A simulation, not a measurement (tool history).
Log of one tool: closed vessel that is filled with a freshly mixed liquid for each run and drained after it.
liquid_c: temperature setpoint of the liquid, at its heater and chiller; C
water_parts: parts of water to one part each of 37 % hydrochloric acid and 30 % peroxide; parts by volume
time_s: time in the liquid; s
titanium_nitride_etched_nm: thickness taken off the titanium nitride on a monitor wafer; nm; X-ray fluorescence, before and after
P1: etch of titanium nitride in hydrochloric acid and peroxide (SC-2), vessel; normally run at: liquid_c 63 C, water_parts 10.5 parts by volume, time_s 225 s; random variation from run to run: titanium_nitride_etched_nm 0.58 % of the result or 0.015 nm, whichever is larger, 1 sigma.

run    day  liquid_c  water_parts  time_s  hours since the thermometer was replaced  hours since the chemicals flow meter was replaced  hours since the drum of peroxide was connected  titanium_nitride_etched_nm
  1  0.388        63         10.5     225                                      96.6                                              462.5                                             135                      9.3285
  2  0.575        63         10.5     225                                     101.1                                                467                                           139.5                       9.416
  3  0.808        63         10.5     225                                     106.7                                              472.6                                           145.1                       9.261
  4  1.092        63         10.5     225                                     113.5                                              479.4                                           151.9                      9.2302
  5  1.412        63         10.5     225                                     121.2                                              487.1                                           159.6                      9.2683
  6  1.617        72           16     225                                     126.1                                                492                                           164.5                      11.273
  7  1.817        63         10.5     225                                     130.9                                              496.8                                           169.3                      9.2917
  8  2.062        63           19     225                                     136.8                                              502.7                                           175.2                      5.5098
  9  2.283        63            4     225                                     142.1                                                508                                           180.5                      19.319
 10  2.588        63         10.5      30                                     149.4                                              515.3                                           187.8                      1.2329
 11  2.954      49.5            7     225                                     158.2                                              524.1                                           196.6                      5.4182
 12  3.262        63         10.5     385                                     165.6                                              531.5                                             204                      15.821
     3.312  -- chemicals flow meter replaced
 13  3.496      71.5         10.5     225                                     171.2                                                4.5                                           209.6                      15.611
 14  3.754      50.5         10.5     225                                     177.4                                               10.7                                           215.8                      4.1818
 15  3.971        63         10.5     225                                     182.6                                               15.9                                             221                      9.3854
 16  4.242        63         10.5     225                                     189.1                                               22.4                                           227.5                      8.9006
 17  4.604        63         10.5     225                                     197.8                                               31.1                                           236.2                      8.6998
     4.783  -- new drum of peroxide connected
 18  4.992        63         10.5     225                                     207.1                                               40.4                                               5                       8.584
 19  5.346        63         10.5     225                                     215.6                                               48.9                                            13.5                      8.5493
 20  5.692        63         10.5     225                                     223.9                                               57.2                                            21.8                      8.5773
 21  6.083        63         10.5     225                                     233.3                                               66.6                                            31.2                      8.3681

What P1 gives has crept away from where it was. These 2 causes fit the log equally well, each at the size given:
A: chemicals flow below the setpoint (%) = 10.7
B: liquid colder than its thermometer reads (K) = 1.55
The creep began at about day 3.971.
Why every other cause is out:
peroxide weaker than its label (%): serviced at day 4.783, which brought nothing back

4 check runs are offered, each on 5 wafers whose results are averaged, their results left as question marks. Which one tells the causes apart?
check 1  6.475        71         10.5      45                                                                                                                                                                        ?
check 2  6.475        63           18     225                                                                                                                                                                        ?
check 3  6.475        53           18     225                                                                                                                                                                        ?
check 4  6.475        56            4     225                                                                                                                                                                        ?

What each check would give under each cause:
  check                      result    if A    if B
check 1  titanium_nitride_etched_nm  2.7412  2.7532
check 2  titanium_nitride_etched_nm  5.2584  5.2925
check 3  titanium_nitride_etched_nm  2.7864  2.7877
check 4  titanium_nitride_etched_nm  11.576  11.309
How far apart the two closest causes lie, in the result that separates them most: check 1 0.44 %; check 2 0.65 %; check 3 0.05 %; check 4 2.33 %
Only check 4 tells the causes apart: in the others they would give nearly the same result.

Then check 4 was run and gave: titanium_nitride_etched_nm 11.584 nm. Which cause is it?

It is A: chemicals flow below the setpoint (%).
